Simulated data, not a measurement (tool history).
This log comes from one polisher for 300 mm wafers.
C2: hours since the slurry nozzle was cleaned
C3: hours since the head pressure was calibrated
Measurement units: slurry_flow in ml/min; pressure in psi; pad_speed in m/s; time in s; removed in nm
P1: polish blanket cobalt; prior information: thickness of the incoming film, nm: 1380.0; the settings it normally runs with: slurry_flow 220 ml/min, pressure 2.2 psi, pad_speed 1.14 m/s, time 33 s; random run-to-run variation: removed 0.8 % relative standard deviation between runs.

{"run": 1, "hour": 8.3, "slurry_flow": 220, "pressure": 2.2, "pad_speed": 1.14, "time": 33, "wafers polished on this pad": 544, "C2": 110.7, "C3": 374.3, "removed": 171.85}
{"run": 2, "hour": 15.2, "slurry_flow": 285, "pressure": 2.2, "pad_speed": 1.14, "time": 33, "wafers polished on this pad": 608, "C2": 117.6, "C3": 381.2, "removed": 175.65}
{"run": 3, "hour": 20.5, "slurry_flow": 220, "pressure": 2.2, "pad_speed": 1.14, "time": 33, "wafers polished on this pad": 658, "C2": 122.9, "C3": 386.5, "removed": 171.27}
{"run": 4, "hour": 26.6, "slurry_flow": 130, "pressure": 2.2, "pad_speed": 1.14, "time": 33, "wafers polished on this pad": 715, "C2": 129.0, "C3": 392.6, "removed": 156.59}
{"run": 5, "hour": 33.8, "slurry_flow": 155, "pressure": 1.2, "pad_speed": 1.14, "time": 33, "wafers polished on this pad": 782, "C2": 136.2, "C3": 399.8, "removed": 87.717}
{"run": 6, "hour": 41.3, "slurry_flow": 220, "pressure": 2.2, "pad_speed": 1.78, "time": 33, "wafers polished on this pad": 852, "C2": 143.7, "C3": 407.3, "removed": 269.15}
{"run": 7, "hour": 46.3, "slurry_flow": 220, "pressure": 2.8, "pad_speed": 1.14, "time": 33, "wafers polished on this pad": 899, "C2": 148.7, "C3": 412.3, "removed": 217.48}
{"run": 8, "hour": 54.2, "slurry_flow": 220, "pressure": 2.2, "pad_speed": 1.14, "time": 33, "wafers polished on this pad": 973, "C2": 156.6, "C3": 420.2, "removed": 170.14}
{"run": 9, "hour": 61.9, "slurry_flow": 220, "pressure": 2.2, "pad_speed": 1.14, "time": 51, "wafers polished on this pad": 1045, "C2": 164.3, "C3": 427.9, "removed": 267.2}
{"run": 10, "hour": 72.3, "slurry_flow": 220, "pressure": 1.0, "pad_speed": 1.14, "time": 33, "wafers polished on this pad": 1142, "C2": 174.7, "C3": 438.3, "removed": 76.581}
{"run": 11, "hour": 78.6, "slurry_flow": 220, "pressure": 2.2, "pad_speed": 1.14, "time": 17, "wafers polished on this pad": 1201, "C2": 181.0, "C3": 444.6, "removed": 88.613}
{"run": 12, "hour": 83.3, "slurry_flow": 140, "pressure": 2.2, "pad_speed": 1.48, "time": 33, "wafers polished on this pad": 1245, "C2": 185.7, "C3": 449.3, "removed": 207.41}
{"run": 13, "hour": 92.1, "slurry_flow": 130, "pressure": 2.2, "pad_speed": 0.54, "time": 33, "wafers polished on this pad": 1327, "C2": 194.5, "C3": 458.1, "removed": 74.27}
{"run": 14, "hour": 99.6, "slurry_flow": 220, "pressure": 2.2, "pad_speed": 0.52, "time": 33, "wafers polished on this pad": 1397, "C2": 202.0, "C3": 465.6, "removed": 77.801}
{"run": 15, "hour": 105.7, "slurry_flow": 220, "pressure": 2.2, "pad_speed": 1.14, "time": 33, "wafers polished on this pad": 1454, "C2": 208.1, "C3": 471.7, "removed": 169.6}
{"run": 16, "hour": 116.3, "slurry_flow": 220, "pressure": 2.2, "pad_speed": 1.14, "time": 33, "wafers polished on this pad": 1553, "C2": 218.7, "C3": 482.3, "removed": 171.92}
{"run": 17, "hour": 123.9, "slurry_flow": 220, "pressure": 2.2, "pad_speed": 1.14, "time": 33, "wafers polished on this pad": 1624, "C2": 226.3, "C3": 489.9, "removed": 170.37}
{"run": 18, "hour": 129.8, "slurry_flow": 220, "pressure": 2.2, "pad_speed": 1.14, "time": 33, "wafers polished on this pad": 1679, "C2": 232.2, "C3": 495.8, "removed": 168.14}
{"run": 19, "hour": 135.4, "slurry_flow": 220, "pressure": 2.2, "pad_speed": 1.14, "time": 33, "wafers polished on this pad": 1732, "C2": 237.8, "C3": 501.4, "removed": 164.24}
{"run": 20, "hour": 140.8, "slurry_flow": 220, "pressure": 2.2, "pad_speed": 1.14, "time": 33, "wafers polished on this pad": 1782, "C2": 243.2, "C3": 506.8, "removed": 164.62}
{"run": 21, "hour": 146.1, "slurry_flow": 220, "pressure": 2.2, "pad_speed": 1.14, "time": 33, "wafers polished on this pad": 1832, "C2": 248.5, "C3": 512.1, "removed": 164.76}
{"hour": 153.3, "done": "worn pad replaced by a new one"}
{"run": 22, "hour": 156.3, "slurry_flow": 220, "pressure": 2.2, "pad_speed": 1.14, "time": 33, "wafers polished on this pad": 28, "C2": 258.7, "C3": 522.3, "removed": 165.15}
{"run": 23, "hour": 161.7, "slurry_flow": 220, "pressure": 2.2, "pad_speed": 1.14, "time": 33, "wafers polished on this pad": 79, "C2": 264.1, "C3": 527.7, "removed": 163.03}
{"run": 24, "hour": 170.8, "slurry_flow": 220, "pressure": 2.2, "pad_speed": 1.14, "time": 33, "wafers polished on this pad": 164, "C2": 273.2, "C3": 536.8, "removed": 161.95}
{"run": 25, "hour": 175.9, "slurry_flow": 220, "pressure": 2.2, "pad_speed": 1.14, "time": 33, "wafers polished on this pad": 211, "C2": 278.3, "C3": 541.9, "removed": 161.61}

Compared with where it was, what P1 gives has crept away. Each cause listed below fits the log as well as the rest, at the size given for it:
A: slurry flow missing at the pad, % = 29.8
B: head's pressure below its setpoint, % = 4.93
At approximately hour 116.3, the process output began to creep.
All other causes, with the reason each is excluded:
removal rate lost through wear of the pad, %: serviced after onset, at hour 153.3, with no recovery of the prior output

Below are 4 check runs, each averaged over 5 wafers, with their results shown as question marks. Which of them would give clearly different results depending on which cause is behind the drift?
{"run": "check 1", "hour": 181.0, "slurry_flow": 130, "pressure": 2.2, "pad_speed": 0.88, "time": 33, "removed": "?"}
{"run": "check 2", "hour": 181.0, "slurry_flow": 220, "pressure": 1.3, "pad_speed": 1.14, "time": 33, "removed": "?"}
{"run": "check 3", "hour": 181.0, "slurry_flow": 220, "pressure": 2.2, "pad_speed": 1.42, "time": 22, "removed": "?"}
{"run": "check 4", "hour": 181.0, "slurry_flow": 220, "pressure": 2.2, "pad_speed": 1.66, "time": 33, "removed": "?"}

Predicted outcomes, by check and by cause:
check=check_1 result=removed if_A=112.000 if_B=115.570
check=check_2 result=removed if_A=96.020 if_B=96.025
check=check_3 result=removed if_A=134.940 if_B=134.950
check=check_4 result=removed if_A=236.620 if_B=236.630
Separation of the two closest causes in each check, using whichever result separates them best: check 1 3.14 %; check 2 0.01 %; check 3 0.01 %; check 4 0.01 %
Of the check runs offered, only check 1 discriminates between the causes; the rest would read about the same regardless of which cause applies.

Check 1 was then run and gave: removed 111.980 nm. Which cause is it?

It is A: slurry flow missing at the pad, %.
